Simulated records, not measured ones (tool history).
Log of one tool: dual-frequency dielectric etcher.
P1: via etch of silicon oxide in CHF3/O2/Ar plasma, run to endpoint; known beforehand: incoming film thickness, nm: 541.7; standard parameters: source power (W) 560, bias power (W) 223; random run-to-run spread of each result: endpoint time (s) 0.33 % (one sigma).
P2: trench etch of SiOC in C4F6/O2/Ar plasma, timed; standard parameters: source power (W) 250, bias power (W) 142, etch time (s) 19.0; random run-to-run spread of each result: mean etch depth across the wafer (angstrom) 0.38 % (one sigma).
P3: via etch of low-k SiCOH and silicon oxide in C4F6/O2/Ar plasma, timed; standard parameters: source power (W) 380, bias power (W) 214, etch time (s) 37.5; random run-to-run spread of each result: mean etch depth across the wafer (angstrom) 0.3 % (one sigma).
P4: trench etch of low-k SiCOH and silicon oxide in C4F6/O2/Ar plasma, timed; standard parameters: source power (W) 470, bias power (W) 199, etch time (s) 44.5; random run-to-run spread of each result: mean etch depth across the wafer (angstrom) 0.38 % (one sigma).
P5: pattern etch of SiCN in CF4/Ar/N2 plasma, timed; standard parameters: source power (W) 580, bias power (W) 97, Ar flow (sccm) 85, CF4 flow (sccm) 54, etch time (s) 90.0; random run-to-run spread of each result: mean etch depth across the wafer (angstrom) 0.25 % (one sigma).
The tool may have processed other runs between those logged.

run	hour	process that ran	source power (W)	bias power (W)	Ar flow (sccm)	CF4 flow (sccm)	etch time (s)	hours since the last wet clean	hours since the last source power generator calibration	hours since the last bias power generator calibration	endpoint time (s)	mean etch depth across the wafer (angstrom)
1	6.9	P1	560	223				145.3	1698.0	916.1	251.79	
2	16.1	P5	580	97	85	75	90.0	154.5	1707.2	925.3		1100.60
3	25.3	P4	470	199			27.0	163.7	1716.4	934.5		945.35
4	33.4	P3	380	214			37.5	171.8	1724.5	942.6		900.17
5	38.8	P1	560	223				177.2	1729.9	948.0	253.18	
6	45.0	P4	600	199			44.5	183.4	1736.1	954.2		1707.20
7	53.5	P4	470	240			44.5	191.9	1744.6	962.7		1664.00
8	59.6	P5	390	97	85	54	90.0	198.0	1750.7	968.8		745.44
# hour 67.8: wet clean of the chamber
9	70.9	P2	250	142			19.0	3.2	1762.0	980.1		307.32
# hour 75.3: source power generator calibrated
10	76.4	P3	240	214			37.5	8.7	1.1	985.6		757.57
11	88.6	P5	580	61	85	54	90.0	20.9	13.3	997.8		891.68
12	98.6	P1	560	223				30.9	23.3	1007.8	253.12	
13	107.6	P5	580	97	103	54	90.0	39.9	32.3	1016.8		1022.10
14	116.1	P1	760	223				48.4	40.8	1025.3	225.87	
15	126.0	P2	180	142			19.0	58.3	50.7	1035.2		271.42
16	135.7	P3	380	286			37.5	68.0	60.4	1044.9		997.08
17	144.7	P3	380	214			37.5	77.0	69.4	1053.9		902.14
18	152.9	P1	560	310				85.2	77.6	1062.1	224.85	
19	164.6	P1	560	141				96.9	89.3	1073.8	293.85	
20	171.7	P5	580	97	85	54	90.0	104.0	96.4	1080.9		1051.40
21	180.2	P2	250	105			19.0	112.5	104.9	1089.4		278.67
22	189.9	P4	470	199			44.5	122.2	114.6	1099.1		1557.00
23	200.6	P3	380	214			28.5	132.9	125.3	1109.8		690.52
24	209.9	P5	580	97	85	54	59.5	142.2	134.6	1119.1		697.41
25	220.6	P1	560	223				152.9	145.3	1129.8	252.13	
26	227.1	P2	250	142			13.5	159.4	151.8	1136.3		218.65
27	239.1	P5	580	97	85	54	90.0	171.4	163.8	1148.3		1050.00
28	248.8	P1	710	303				181.1	173.5	1158.0	207.44	
29	256.3	P4	470	199			44.5	188.6	181.0	1165.5		1557.30
30	264.8	P1	360	223				197.1	189.5	1174.0	297.88	
31	276.8	P1	560	223				209.1	201.5	1186.0	251.97	
32	287.1	P1	560	223				219.4	211.8	1196.3	253.41	
33	293.0	P1	560	223				225.3	217.7	1202.2	254.03	
34	304.7	P1	560	223				237.0	229.4	1213.9	254.35	
35	316.7	P1	560	223				249.0	241.4	1225.9	256.79	
36	328.8	P1	560	223				261.1	253.5	1238.0	256.66	
37	336.1	P1	560	223				268.4	260.8	1245.3	254.83	
# hour 337.5: wet clean of the chamber
38	342.6	P1	560	223				5.1	267.3	1251.8	256.24	
39	354.4	P1	560	223				16.9	279.1	1263.6	255.51	
40	364.0	P1	560	223				26.5	288.7	1273.2	256.79	
41	373.2	P1	560	223				35.7	297.9	1282.4	256.88	

Compared with where it was, what P1 gives has crept away. Each cause listed below fits the log as well as the rest, at the size given for it:
A: source power that arrives under what is set, % = 4.23
B: bias power that arrives under what is set, % = 4.55
Creep in the process output first set in at about hour 276.8.
Ruled out, with reasons:
chamber walls in a state that lowers the etch rate, %: serviced at hour 337.5, after the drift had started, without restoring the earlier output

Question marks stand in for the results of the 4 check runs listed below, each run on one wafer. Under which run would the listed causes show clearly different results?
check 1	382.4	P2	250	142			19.0					?
check 2	382.4	P3	380	214			37.5					?
check 3	382.4	P5	580	97	85	54	90.0					?
check 4	382.4	P4	470	199			44.5					?

Predicted outcomes, by check and by cause:
check	result	if A	if B
check 1	mean etch depth across the wafer (angstrom)	302.16	302.91
check 2	mean etch depth across the wafer (angstrom)	889.82	891.07
check 3	mean etch depth across the wafer (angstrom)	1012.90	1034.10
check 4	mean etch depth across the wafer (angstrom)	1537.10	1540.20
Per-check spread between the two closest causes, in the result where they differ most: check 1 0.25 %; check 2 0.14 %; check 3 2.07 %; check 4 0.2 %
Only in check 3 would the causes give clearly different results; in the remaining checks their results would be nearly the same.

Check 3 was carried out, with these results: mean etch depth across the wafer (angstrom) 1016.00. Which of the listed causes is responsible?

A is the cause: source power that arrives under what is set, %.

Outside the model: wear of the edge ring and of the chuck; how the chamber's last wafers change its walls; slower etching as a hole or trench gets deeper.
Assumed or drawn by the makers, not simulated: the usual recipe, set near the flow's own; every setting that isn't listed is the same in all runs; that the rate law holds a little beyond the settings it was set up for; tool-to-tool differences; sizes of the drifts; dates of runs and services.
